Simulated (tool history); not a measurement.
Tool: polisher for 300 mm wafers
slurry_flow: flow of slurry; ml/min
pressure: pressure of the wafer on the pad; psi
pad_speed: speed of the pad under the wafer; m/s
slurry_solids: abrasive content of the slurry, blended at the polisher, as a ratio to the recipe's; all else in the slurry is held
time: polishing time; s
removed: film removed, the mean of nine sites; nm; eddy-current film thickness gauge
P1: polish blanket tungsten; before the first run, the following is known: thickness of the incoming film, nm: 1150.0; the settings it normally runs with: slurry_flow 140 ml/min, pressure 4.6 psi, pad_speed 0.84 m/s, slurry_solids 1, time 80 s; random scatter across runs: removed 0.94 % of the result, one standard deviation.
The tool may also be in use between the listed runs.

run	hour	slurry_flow	pressure	pad_speed	slurry_solids	time	wafers polished on this pad	hours since the slurry nozzle was cleaned	hours since the head pressure was calibrated	hours since the slurry blender was calibrated	hours since the slurry got fresh peroxide	removed
1	16.3	140	4.6	0.84	1	80	701	417.9	263.7	75.3	50.1	356.17
2	28.1	140	4.6	0.84	0.65	80	832	429.7	275.5	87.1	61.9	320.51
3	39.2	195	4.6	0.84	1	80	955	440.8	286.6	98.2	73	370.51
4	52	140	2.5	1.22	1	80	1097	453.6	299.4	111	85.8	281.85
5	62.2	140	4.6	0.84	1	80	1210	463.8	309.6	121.2	96	352.39
6	69.7	140	2.9	0.84	1	80	1293	471.3	317.1	128.7	103.5	225.14
7	84.4	85	4.6	0.4	1	80	1456	486	331.8	143.4	118.2	150.39
8	99.7	140	4.6	0.84	1.5	80	1626	501.3	347.1	158.7	133.5	387.95
9	111.4	85	4.6	0.84	1	80	1755	513	358.8	170.4	145.2	320.82
10	127.5	140	7.2	0.84	1	80	1934	529.1	374.9	186.5	161.3	562.19
# hour 132.3: slurry tank refilled with fresh slurry and peroxide
11	138.9	140	4.6	0.84	1	80	2060	540.5	386.3	197.9	6.7	351.17
12	152.1	140	4.6	0.48	1	80	2207	553.7	399.5	211.1	19.9	204.38
13	163.5	140	4.6	0.84	1	80	2333	565.1	410.9	222.5	31.3	353.87
14	172.8	140	3.4	0.84	1.25	80	2436	574.4	420.2	231.8	40.6	279.42
15	188.1	140	4.6	0.84	1	36	2606	589.7	435.5	247.1	55.9	158.66
16	204.5	140	4.6	0.84	1	80	2788	606.1	451.9	263.5	72.3	355.28

What does the tool deliver on the next run?
17	219.3	140	4.6	1.14	1	80	2952	620.9	466.7	278.3	87.1	?

removed: 467.88 nm

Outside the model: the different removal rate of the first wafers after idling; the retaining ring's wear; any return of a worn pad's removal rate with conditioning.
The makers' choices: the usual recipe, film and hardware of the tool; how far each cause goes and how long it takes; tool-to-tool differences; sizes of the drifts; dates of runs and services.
